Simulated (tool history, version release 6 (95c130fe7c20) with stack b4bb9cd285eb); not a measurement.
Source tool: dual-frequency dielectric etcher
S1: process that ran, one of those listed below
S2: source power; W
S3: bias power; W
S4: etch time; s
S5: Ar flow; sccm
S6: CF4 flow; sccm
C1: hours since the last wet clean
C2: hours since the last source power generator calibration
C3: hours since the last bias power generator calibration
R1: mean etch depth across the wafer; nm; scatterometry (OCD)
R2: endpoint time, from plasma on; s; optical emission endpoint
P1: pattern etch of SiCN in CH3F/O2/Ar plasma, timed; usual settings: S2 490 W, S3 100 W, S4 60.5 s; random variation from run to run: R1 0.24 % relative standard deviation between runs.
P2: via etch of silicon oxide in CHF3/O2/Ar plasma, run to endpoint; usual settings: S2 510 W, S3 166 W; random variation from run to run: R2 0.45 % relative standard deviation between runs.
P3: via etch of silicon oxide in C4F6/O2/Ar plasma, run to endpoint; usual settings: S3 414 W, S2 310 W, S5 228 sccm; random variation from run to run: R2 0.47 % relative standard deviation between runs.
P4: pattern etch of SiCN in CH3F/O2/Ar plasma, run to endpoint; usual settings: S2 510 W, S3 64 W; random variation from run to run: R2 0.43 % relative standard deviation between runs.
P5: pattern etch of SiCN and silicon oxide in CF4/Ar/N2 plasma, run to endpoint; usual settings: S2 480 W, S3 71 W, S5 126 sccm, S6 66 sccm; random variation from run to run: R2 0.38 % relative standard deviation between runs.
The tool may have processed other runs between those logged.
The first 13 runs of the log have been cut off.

run 14 hour=152.4 | S1=P1 S2=620 S3=79 S4=60.5 | C1=416.5 C2=1502.6 C3=903.0 | R1=26.964
run 15 hour=166.9 | S1=P5 S2=480 S3=71 S5=126 S6=66 | C1=431.0 C2=1517.1 C3=917.5 | R2=13.301
run 16 hour=174.4 | S1=P4 S2=720 S3=64 | C1=438.5 C2=1524.6 C3=925.0 | R2=25.884
run 17 hour=187.1 | S1=P1 S2=490 S3=76 S4=60.5 | C1=451.2 C2=1537.3 C3=937.7 | R1=24.270
run 18 hour=199.4 | S1=P1 S2=490 S3=100 S4=60.5 | C1=463.5 C2=1549.6 C3=950.0 | R1=26.733
-- hour=206.8 wet clean of the chamber
run 19 hour=209.8 | S1=P1 S2=490 S3=100 S4=82.0 | C1=3.1 C2=1560.0 C3=960.4 | R1=36.447
run 20 hour=217.3 | S1=P3 S2=310 S3=526 S5=228 | C1=10.6 C2=1567.5 C3=967.9 | R2=44.792
run 21 hour=229.5 | S1=P1 S2=490 S3=100 S4=38.0 | C1=22.8 C2=1579.7 C3=980.1 | R1=16.833
run 22 hour=239.9 | S1=P3 S2=370 S3=414 S5=228 | C1=33.2 C2=1590.1 C3=990.5 | R2=45.913
run 23 hour=247.2 | S1=P1 S2=300 S3=100 S4=60.5 | C1=40.5 C2=1597.4 C3=997.8 | R1=22.396
run 24 hour=256.3 | S1=P5 S2=300 S3=71 S5=126 S6=66 | C1=49.6 C2=1606.5 C3=1006.9 | R2=20.051

What does the tool deliver on the next run?
run 25 hour=263.4 | S1=P5 S2=480 S3=47 S5=126 S6=66 | C1=56.7 C2=1613.6 C3=1014.0 | R2=?

{"run 25": {"R2": 15.217}}

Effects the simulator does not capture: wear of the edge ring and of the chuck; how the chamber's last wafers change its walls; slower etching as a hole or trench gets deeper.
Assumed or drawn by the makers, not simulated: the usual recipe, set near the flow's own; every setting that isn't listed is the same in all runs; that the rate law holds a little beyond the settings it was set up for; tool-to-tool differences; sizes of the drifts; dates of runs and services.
